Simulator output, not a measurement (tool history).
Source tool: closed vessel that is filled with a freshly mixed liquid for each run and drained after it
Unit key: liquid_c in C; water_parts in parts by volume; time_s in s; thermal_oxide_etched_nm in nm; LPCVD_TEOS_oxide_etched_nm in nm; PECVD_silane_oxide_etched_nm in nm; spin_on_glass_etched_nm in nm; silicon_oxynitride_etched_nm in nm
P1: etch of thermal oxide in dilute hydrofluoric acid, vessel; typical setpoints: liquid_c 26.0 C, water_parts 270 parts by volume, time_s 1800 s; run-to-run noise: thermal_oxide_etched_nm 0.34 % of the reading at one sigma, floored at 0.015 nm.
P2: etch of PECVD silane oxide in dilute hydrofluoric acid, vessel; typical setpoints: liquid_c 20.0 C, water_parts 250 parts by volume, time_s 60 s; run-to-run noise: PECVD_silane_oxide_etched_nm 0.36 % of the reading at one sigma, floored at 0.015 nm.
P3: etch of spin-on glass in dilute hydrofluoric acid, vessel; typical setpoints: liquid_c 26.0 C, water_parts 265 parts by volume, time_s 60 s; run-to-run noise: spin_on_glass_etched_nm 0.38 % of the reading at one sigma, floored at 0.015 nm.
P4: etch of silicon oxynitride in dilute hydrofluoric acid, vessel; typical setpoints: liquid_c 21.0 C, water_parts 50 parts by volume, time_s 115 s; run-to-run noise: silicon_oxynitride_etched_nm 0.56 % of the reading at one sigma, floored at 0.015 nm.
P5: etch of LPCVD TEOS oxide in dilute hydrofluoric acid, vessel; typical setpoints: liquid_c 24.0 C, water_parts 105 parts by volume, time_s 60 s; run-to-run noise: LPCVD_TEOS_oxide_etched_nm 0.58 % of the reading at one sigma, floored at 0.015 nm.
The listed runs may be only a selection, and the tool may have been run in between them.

| run | day | process | liquid_c | water_parts | time_s | hours since the thermometer was replaced | hours since the hydrofluoric acid flow meter was replaced | thermal_oxide_etched_nm | LPCVD_TEOS_oxide_etched_nm | PECVD_silane_oxide_etched_nm | spin_on_glass_etched_nm | silicon_oxynitride_etched_nm |
|---|---|---|---|---|---|---|---|---|---|---|---|---|
| 1 | 0.354 | P1 | 26.0 | 270 | 1800 | 309.6 | 771.4 | 27.072 |  |  |  |  |
| 2 | 0.733 | P1 | 32.0 | 270 | 1800 | 318.7 | 780.5 | 33.052 |  |  |  |  |
| 3 | 1.071 | P1 | 26.0 | 270 | 3550 | 326.8 | 788.6 | 53.706 |  |  |  |  |
| 4 | 1.429 | P1 | 26.0 | 270 | 1800 | 335.4 | 797.2 | 27.025 |  |  |  |  |
| 5 | 1.838 | P5 | 24.0 | 105 | 60 | 345.2 | 807.0 |  | 14.9200 |  |  |  |
| 6 | 2.179 | P2 | 20.0 | 445 | 60 | 353.4 | 815.2 |  |  | 4.2023 |  |  |
| 7 | 2.558 | P1 | 26.0 | 270 | 1800 | 362.5 | 824.3 | 27.153 |  |  |  |  |
| 8 | 2.754 | P1 | 26.0 | 80 | 1800 | 367.2 | 829.0 | 114.430 |  |  |  |  |
| 9 | 2.983 | P3 | 26.0 | 265 | 60 | 372.7 | 834.5 |  |  |  | 12.2080 |  |
| 10 | 3.192 | P4 | 27.0 | 50 | 115 | 377.7 | 839.5 |  |  |  |  | 8.6354 |
| 11 | 3.571 | P5 | 19.5 | 105 | 60 | 386.8 | 848.6 |  | 12.3970 |  |  |  |
| 12 | 3.783 | P3 | 18.0 | 265 | 60 | 391.9 | 853.7 |  |  |  | 9.1369 |  |
| 13 | 4.217 | P3 | 26.0 | 365 | 60 | 402.3 | 864.1 |  |  |  | 7.9794 |  |
| 14 | 4.583 | P2 | 20.0 | 250 | 60 | 411.1 | 872.9 |  |  | 8.7814 |  |  |
| 15 | 4.808 | P1 | 30.5 | 390 | 1800 | 416.5 | 878.3 | 19.206 |  |  |  |  |
| 16 | 5.038 | P5 | 24.0 | 170 | 60 | 422.0 | 883.8 |  | 8.4995 |  |  |  |
| 17 | 5.283 | P4 | 21.0 | 50 | 115 | 427.9 | 889.7 |  |  |  |  | 6.5226 |
| 18 | 5.479 | P1 | 26.0 | 270 | 1800 | 432.6 | 894.4 | 27.071 |  |  |  |  |
| 19 | 5.892 | P2 | 20.0 | 250 | 60 | 442.5 | 904.3 |  |  | 8.7989 |  |  |
| 20 | 6.246 | P2 | 27.0 | 250 | 60 | 451.0 | 912.8 |  |  | 11.3430 |  |  |

Forecast run 21:
| 21 | 6.492 | P2 | 20.0 | 250 | 30 | 456.9 | 918.7 |  |  | ? |  |  |

Run 21 yielded PECVD_silane_oxide_etched_nm 4.3875 nm.
